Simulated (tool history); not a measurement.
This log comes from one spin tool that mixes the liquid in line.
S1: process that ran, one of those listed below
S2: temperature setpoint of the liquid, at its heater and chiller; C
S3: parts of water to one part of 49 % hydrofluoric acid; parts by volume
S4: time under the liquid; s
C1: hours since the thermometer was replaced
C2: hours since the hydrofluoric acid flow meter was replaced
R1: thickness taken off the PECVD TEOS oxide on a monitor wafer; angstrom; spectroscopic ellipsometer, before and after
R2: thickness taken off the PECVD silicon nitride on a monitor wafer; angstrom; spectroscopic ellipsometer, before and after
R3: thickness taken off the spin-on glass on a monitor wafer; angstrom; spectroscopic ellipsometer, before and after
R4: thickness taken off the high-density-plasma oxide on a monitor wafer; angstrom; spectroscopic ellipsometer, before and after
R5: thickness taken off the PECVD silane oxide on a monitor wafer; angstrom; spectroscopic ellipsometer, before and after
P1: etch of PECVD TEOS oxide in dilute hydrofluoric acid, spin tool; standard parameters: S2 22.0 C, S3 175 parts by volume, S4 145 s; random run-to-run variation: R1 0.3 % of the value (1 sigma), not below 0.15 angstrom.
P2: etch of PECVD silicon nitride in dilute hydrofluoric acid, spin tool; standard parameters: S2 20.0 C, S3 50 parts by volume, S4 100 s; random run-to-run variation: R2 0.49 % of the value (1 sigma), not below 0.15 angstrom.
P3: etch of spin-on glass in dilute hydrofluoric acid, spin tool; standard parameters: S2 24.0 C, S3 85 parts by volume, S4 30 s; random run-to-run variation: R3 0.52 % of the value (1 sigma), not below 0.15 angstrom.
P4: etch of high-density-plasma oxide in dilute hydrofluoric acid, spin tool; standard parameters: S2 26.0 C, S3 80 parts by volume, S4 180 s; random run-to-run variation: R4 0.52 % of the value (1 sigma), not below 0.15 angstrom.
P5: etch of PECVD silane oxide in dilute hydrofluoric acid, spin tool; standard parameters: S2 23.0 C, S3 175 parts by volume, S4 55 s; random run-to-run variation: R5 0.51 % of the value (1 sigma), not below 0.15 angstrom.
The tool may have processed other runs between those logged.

run 1 hour=13.2 | S1=P1 S2=22.0 S3=175 S4=145 | C1=704.6 C2=353.5 | R1=94.2030
run 2 hour=24.0 | S1=P2 S2=20.0 S3=50 S4=200 | C1=715.4 C2=364.3 | R2=82.521
run 3 hour=35.0 | S1=P1 S2=22.0 S3=175 S4=145 | C1=726.4 C2=375.3 | R1=94.3680
run 4 hour=44.1 | S1=P3 S2=24.0 S3=85 S4=15 | C1=735.5 C2=384.4 | R3=61.022
run 5 hour=60.0 | S1=P1 S2=22.0 S3=175 S4=145 | C1=751.4 C2=400.3 | R1=94.2280
run 6 hour=74.3 | S1=P1 S2=22.0 S3=55 S4=145 | C1=765.7 C2=414.6 | R1=345.1300
run 7 hour=81.2 | S1=P3 S2=29.0 S3=85 S4=30 | C1=772.6 C2=421.5 | R3=149.440
run 8 hour=92.3 | S1=P4 S2=26.0 S3=140 S4=180 | C1=783.7 C2=432.6 | R4=68.40
run 9 hour=100.0 | S1=P1 S2=22.0 S3=175 S4=145 | C1=791.4 C2=440.3 | R1=93.8630
run 10 hour=115.8 | S1=P1 S2=22.0 S3=175 S4=145 | C1=807.2 C2=456.1 | R1=94.2770
run 11 hour=126.9 | S1=P2 S2=20.0 S3=50 S4=100 | C1=818.3 C2=467.2 | R2=41.451
run 12 hour=139.3 | S1=P2 S2=24.5 S3=50 S4=100 | C1=830.7 C2=479.6 | R2=56.865
run 13 hour=147.5 | S1=P4 S2=21.5 S3=80 S4=180 | C1=838.9 C2=487.8 | R4=107.70
run 14 hour=158.8 | S1=P4 S2=26.0 S3=80 S4=325 | C1=850.2 C2=499.1 | R4=233.32
-- hour=163.5 thermometer replaced
run 15 hour=173.5 | S1=P3 S2=24.0 S3=85 S4=30 | C1=10.0 C2=513.8 | R3=123.050
run 16 hour=182.5 | S1=P5 S2=23.0 S3=300 S4=55 | C1=19.0 C2=522.8 | R5=61.073
run 17 hour=194.8 | S1=P5 S2=23.0 S3=175 S4=55 | C1=31.3 C2=535.1 | R5=119.330
-- hour=203.0 hydrofluoric acid flow meter replaced
run 18 hour=204.3 | S1=P1 S2=22.0 S3=175 S4=15 | C1=40.8 C2=1.3 | R1=9.8144
run 19 hour=213.9 | S1=P1 S2=26.0 S3=175 S4=145 | C1=50.4 C2=10.9 | R1=109.6400
run 20 hour=226.0 | S1=P4 S2=26.0 S3=80 S4=180 | C1=62.5 C2=23.0 | R4=130.35
run 21 hour=234.0 | S1=P1 S2=22.0 S3=175 S4=265 | C1=70.5 C2=31.0 | R1=173.1400
run 22 hour=244.8 | S1=P1 S2=17.0 S3=175 S4=145 | C1=81.3 C2=41.8 | R1=77.4330
run 23 hour=252.3 | S1=P2 S2=20.0 S3=70 S4=100 | C1=88.8 C2=49.3 | R2=29.610
run 24 hour=265.4 | S1=P3 S2=24.0 S3=120 S4=30 | C1=101.9 C2=62.4 | R3=83.121
run 25 hour=273.1 | S1=P5 S2=29.5 S3=175 S4=55 | C1=109.6 C2=70.1 | R5=152.030
run 26 hour=288.2 | S1=P1 S2=22.0 S3=250 S4=145 | C1=124.7 C2=85.2 | R1=61.1280
run 27 hour=295.2 | S1=P1 S2=29.0 S3=175 S4=15 | C1=131.7 C2=92.2 | R1=12.9110
run 28 hour=307.0 | S1=P1 S2=17.0 S3=175 S4=255 | C1=143.5 C2=104.0 | R1=136.0100
run 29 hour=316.4 | S1=P1 S2=22.0 S3=105 S4=275 | C1=152.9 C2=113.4 | R1=322.2400
run 30 hour=329.6 | S1=P5 S2=23.0 S3=175 S4=90 | C1=166.1 C2=126.6 | R5=197.010
run 31 hour=339.2 | S1=P1 S2=22.0 S3=175 S4=145 | C1=175.7 C2=136.2 | R1=94.3230
run 32 hour=347.4 | S1=P1 S2=22.0 S3=175 S4=145 | C1=183.9 C2=144.4 | R1=97.1150
run 33 hour=354.5 | S1=P1 S2=22.0 S3=175 S4=145 | C1=191.0 C2=151.5 | R1=98.3640
run 34 hour=368.2 | S1=P1 S2=22.0 S3=175 S4=145 | C1=204.7 C2=165.2 | R1=100.0100
run 35 hour=379.0 | S1=P1 S2=22.0 S3=175 S4=145 | C1=215.5 C2=176.0 | R1=101.5100
run 36 hour=392.9 | S1=P1 S2=22.0 S3=175 S4=145 | C1=229.4 C2=189.9 | R1=102.2400
run 37 hour=408.1 | S1=P1 S2=22.0 S3=175 S4=145 | C1=244.6 C2=205.1 | R1=101.8700
run 38 hour=415.5 | S1=P1 S2=22.0 S3=175 S4=145 | C1=252.0 C2=212.5 | R1=101.2200
run 39 hour=428.7 | S1=P1 S2=22.0 S3=175 S4=145 | C1=265.2 C2=225.7 | R1=102.2500

What P1 gives has crept away from where it was. These 2 causes fit the log equally well, each at the size given:
A: liquid hotter than its thermometer reads (K) = 2.08
B: hydrofluoric acid flow above the setpoint (%) = 6.91
Creep in the process output first set in at about hour 339.2.

Below are 4 check runs, each on a single wafer, with their results shown as question marks. Which of them would tell the listed causes apart, meaning the causes would give clearly different results under it?
run check 1 hour=441.9 | S1=P3 S2=24.0 S3=85 S4=30 | R3=?
run check 2 hour=441.9 | S1=P5 S2=23.0 S3=175 S4=55 | R5=?
run check 3 hour=441.9 | S1=P4 S2=26.0 S3=80 S4=180 | R4=?
run check 4 hour=441.9 | S1=P2 S2=20.0 S3=50 S4=100 | R2=?

Expected result of each check under each candidate cause:
check=check_1 result=R3 if_A=133.300 if_B=132.120
check=check_2 result=R5 if_A=130.060 if_B=130.190
check=check_3 result=R4 if_A=140.48 if_B=139.39
check=check_4 result=R2 if_A=47.733 if_B=44.130
Smallest distance between any two causes, each pair judged by its most separating result, in per cent: check 1 0.89 %; check 2 0.1 %; check 3 0.78 %; check 4 7.85 %
Check 4 distinguishes between the causes, while the remaining checks would return nearly the same result for all of them.

Here is what check 4 returned: R2 44.469 angstrom. Which cause is it?

The cause is B: hydrofluoric acid flow above the setpoint (%).
